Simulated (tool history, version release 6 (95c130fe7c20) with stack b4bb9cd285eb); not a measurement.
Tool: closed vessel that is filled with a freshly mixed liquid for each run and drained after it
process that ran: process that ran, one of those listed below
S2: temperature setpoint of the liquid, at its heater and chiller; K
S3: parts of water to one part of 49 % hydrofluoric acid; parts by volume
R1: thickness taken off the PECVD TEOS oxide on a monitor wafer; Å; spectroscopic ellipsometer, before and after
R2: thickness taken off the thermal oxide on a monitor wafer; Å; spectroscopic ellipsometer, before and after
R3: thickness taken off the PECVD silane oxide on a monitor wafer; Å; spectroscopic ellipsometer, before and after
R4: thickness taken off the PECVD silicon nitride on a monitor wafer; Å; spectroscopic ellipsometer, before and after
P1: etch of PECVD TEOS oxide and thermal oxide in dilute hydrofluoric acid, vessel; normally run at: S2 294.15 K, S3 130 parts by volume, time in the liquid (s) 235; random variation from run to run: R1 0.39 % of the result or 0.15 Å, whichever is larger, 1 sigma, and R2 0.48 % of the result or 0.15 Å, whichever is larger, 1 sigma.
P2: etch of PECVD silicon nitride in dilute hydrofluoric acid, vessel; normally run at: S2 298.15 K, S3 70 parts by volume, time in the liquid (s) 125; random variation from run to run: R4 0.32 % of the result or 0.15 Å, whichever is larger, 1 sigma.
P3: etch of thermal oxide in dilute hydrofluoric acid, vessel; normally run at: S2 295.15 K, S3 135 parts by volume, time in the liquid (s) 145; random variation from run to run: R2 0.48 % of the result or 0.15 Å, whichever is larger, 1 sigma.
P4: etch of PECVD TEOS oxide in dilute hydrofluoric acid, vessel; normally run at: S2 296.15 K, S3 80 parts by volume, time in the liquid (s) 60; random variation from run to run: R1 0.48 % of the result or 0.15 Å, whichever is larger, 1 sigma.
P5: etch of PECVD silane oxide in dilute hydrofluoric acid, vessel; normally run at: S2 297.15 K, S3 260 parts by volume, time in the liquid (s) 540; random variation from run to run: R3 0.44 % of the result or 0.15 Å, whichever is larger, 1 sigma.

run 1 day=0.688 | process_that_ran=P1 S2=294.15 S3=130 time_in_the_liquid_(s)=235 | R1=292.2 R2=77.665
run 2 day=1.308 | process_that_ran=P1 S2=294.15 S3=130 time_in_the_liquid_(s)=235 | R1=293.15 R2=77.148
run 3 day=1.962 | process_that_ran=P3 S2=290.15 S3=135 time_in_the_liquid_(s)=145 | R2=35.277
run 4 day=2.604 | process_that_ran=P4 S2=296.15 S3=20 time_in_the_liquid_(s)=60 | R1=462.18
run 5 day=3.275 | process_that_ran=P5 S2=297.15 S3=45 time_in_the_liquid_(s)=540 | R3=1915.1
run 6 day=3.742 | process_that_ran=P4 S2=296.15 S3=80 time_in_the_liquid_(s)=30 | R1=54.047
run 7 day=4.158 | process_that_ran=P3 S2=295.15 S3=135 time_in_the_liquid_(s)=60 | R2=17.95
run 8 day=4.904 | process_that_ran=P1 S2=294.15 S3=130 time_in_the_liquid_(s)=235 | R1=292.23 R2=77.201
run 9 day=5.45 | process_that_ran=P3 S2=295.15 S3=135 time_in_the_liquid_(s)=145 | R2=43.214
run 10 day=5.912 | process_that_ran=P5 S2=297.15 S3=260 time_in_the_liquid_(s)=230 | R3=110.54
run 11 day=6.412 | process_that_ran=P1 S2=290.15 S3=130 time_in_the_liquid_(s)=235 | R1=249.85 R2=65.684
run 12 day=6.817 | process_that_ran=P4 S2=296.15 S3=80 time_in_the_liquid_(s)=60 | R1=107.35
run 13 day=7.238 | process_that_ran=P1 S2=294.15 S3=130 time_in_the_liquid_(s)=235 | R1=291.81 R2=76.992
run 14 day=7.921 | process_that_ran=P2 S2=298.15 S3=70 time_in_the_liquid_(s)=125 | R4=84.379
run 15 day=8.592 | process_that_ran=P1 S2=294.15 S3=130 time_in_the_liquid_(s)=120 | R1=149.88 R2=39.983
run 16 day=9.012 | process_that_ran=P1 S2=294.15 S3=40 time_in_the_liquid_(s)=235 | R1=1054.7 R2=278.02
run 17 day=9.729 | process_that_ran=P4 S2=290.65 S3=80 time_in_the_liquid_(s)=60 | R1=86.075
run 18 day=10.196 | process_that_ran=P1 S2=298.65 S3=130 time_in_the_liquid_(s)=235 | R1=350.36 R2=93.052
run 19 day=10.762 | process_that_ran=P3 S2=295.15 S3=135 time_in_the_liquid_(s)=145 | R2=43.225
run 20 day=11.112 | process_that_ran=P1 S2=294.15 S3=215 time_in_the_liquid_(s)=235 | R1=162.78 R2=43.033
run 21 day=11.9 | process_that_ran=P2 S2=298.15 S3=70 time_in_the_liquid_(s)=245 | R4=164.32
run 22 day=12.392 | process_that_ran=P5 S2=290.15 S3=260 time_in_the_liquid_(s)=540 | R3=199.21
run 23 day=12.954 | process_that_ran=P2 S2=302.65 S3=70 time_in_the_liquid_(s)=125 | R4=111.88
run 24 day=13.725 | process_that_ran=P1 S2=294.15 S3=130 time_in_the_liquid_(s)=355 | R1=441.87 R2=117.69
run 25 day=14.071 | process_that_ran=P2 S2=298.15 S3=45 time_in_the_liquid_(s)=125 | R4=129.83
run 26 day=14.542 | process_that_ran=P1 S2=294.15 S3=130 time_in_the_liquid_(s)=235 | R1=295.05 R2=77.93
run 27 day=15.329 | process_that_ran=P2 S2=298.15 S3=70 time_in_the_liquid_(s)=125 | R4=83.802
run 28 day=15.904 | process_that_ran=P1 S2=298.65 S3=130 time_in_the_liquid_(s)=355 | R1=526.02 R2=140.03
run 29 day=16.492 | process_that_ran=P5 S2=297.15 S3=260 time_in_the_liquid_(s)=540 | R3=258.48
run 30 day=17 | process_that_ran=P1 S2=294.15 S3=130 time_in_the_liquid_(s)=235 | R1=292.28 R2=77.893
run 31 day=17.383 | process_that_ran=P3 S2=295.15 S3=240 time_in_the_liquid_(s)=145 | R2=21.762
run 32 day=17.892 | process_that_ran=P1 S2=294.15 S3=130 time_in_the_liquid_(s)=235 | R1=293.46 R2=77.349
run 33 day=18.646 | process_that_ran=P1 S2=294.15 S3=130 time_in_the_liquid_(s)=235 | R1=283.35 R2=75.181
run 34 day=19.338 | process_that_ran=P1 S2=294.15 S3=130 time_in_the_liquid_(s)=235 | R1=277.93 R2=73.545
run 35 day=19.862 | process_that_ran=P1 S2=294.15 S3=130 time_in_the_liquid_(s)=235 | R1=273.51 R2=72.65
run 36 day=20.462 | process_that_ran=P1 S2=294.15 S3=130 time_in_the_liquid_(s)=235 | R1=273.61 R2=71.677
run 37 day=21.046 | process_that_ran=P1 S2=294.15 S3=130 time_in_the_liquid_(s)=235 | R1=271.32 R2=72.103
run 38 day=21.521 | process_that_ran=P1 S2=294.15 S3=130 time_in_the_liquid_(s)=235 | R1=270.3 R2=71.73
run 39 day=22.038 | process_that_ran=P1 S2=294.15 S3=130 time_in_the_liquid_(s)=235 | R1=270.48 R2=71.641
run 40 day=22.717 | process_that_ran=P1 S2=294.15 S3=130 time_in_the_liquid_(s)=235 | R1=271.17 R2=71.607

What P1 gives has crept away from where it was. These 2 causes fit the log equally well, each at the size given:
A: hydrofluoric acid flow below the setpoint (%) = 6.6
B: liquid colder than its thermometer reads (K) = 1.95
The creep began at about day 17.892.

4 check runs are offered, one wafer each, their results left as question marks. Which one tells the causes apart?
run check 1 day=23.396 | process_that_ran=P4 S2=292.65 S3=80 time_in_the_liquid_(s)=60 | R1=?
run check 2 day=23.396 | process_that_ran=P3 S2=295.15 S3=240 time_in_the_liquid_(s)=145 | R2=?
run check 3 day=23.396 | process_that_ran=P2 S2=298.15 S3=70 time_in_the_liquid_(s)=245 | R4=?
run check 4 day=23.396 | process_that_ran=P5 S2=297.15 S3=160 time_in_the_liquid_(s)=540 | R3=?

What each check would give under each cause:
check=check_1 result=R1 if_A=86.265 if_B=85.618
check=check_2 result=R2 if_A=20.058 if_B=20.303
check=check_3 result=R4 if_A=153.69 if_B=144.33
check=check_4 result=R3 if_A=432.6 if_B=435.28
How far apart the two closest causes lie, in the result that separates them most: check 1 0.75 %; check 2 1.21 %; check 3 6.28 %; check 4 0.62 %
Check 3 tells the causes apart: in the others they would give nearly the same result.

Check 3 was then run and gave: R4 154.41 Å. Which cause is it?

It is A: hydrofluoric acid flow below the setpoint (%).

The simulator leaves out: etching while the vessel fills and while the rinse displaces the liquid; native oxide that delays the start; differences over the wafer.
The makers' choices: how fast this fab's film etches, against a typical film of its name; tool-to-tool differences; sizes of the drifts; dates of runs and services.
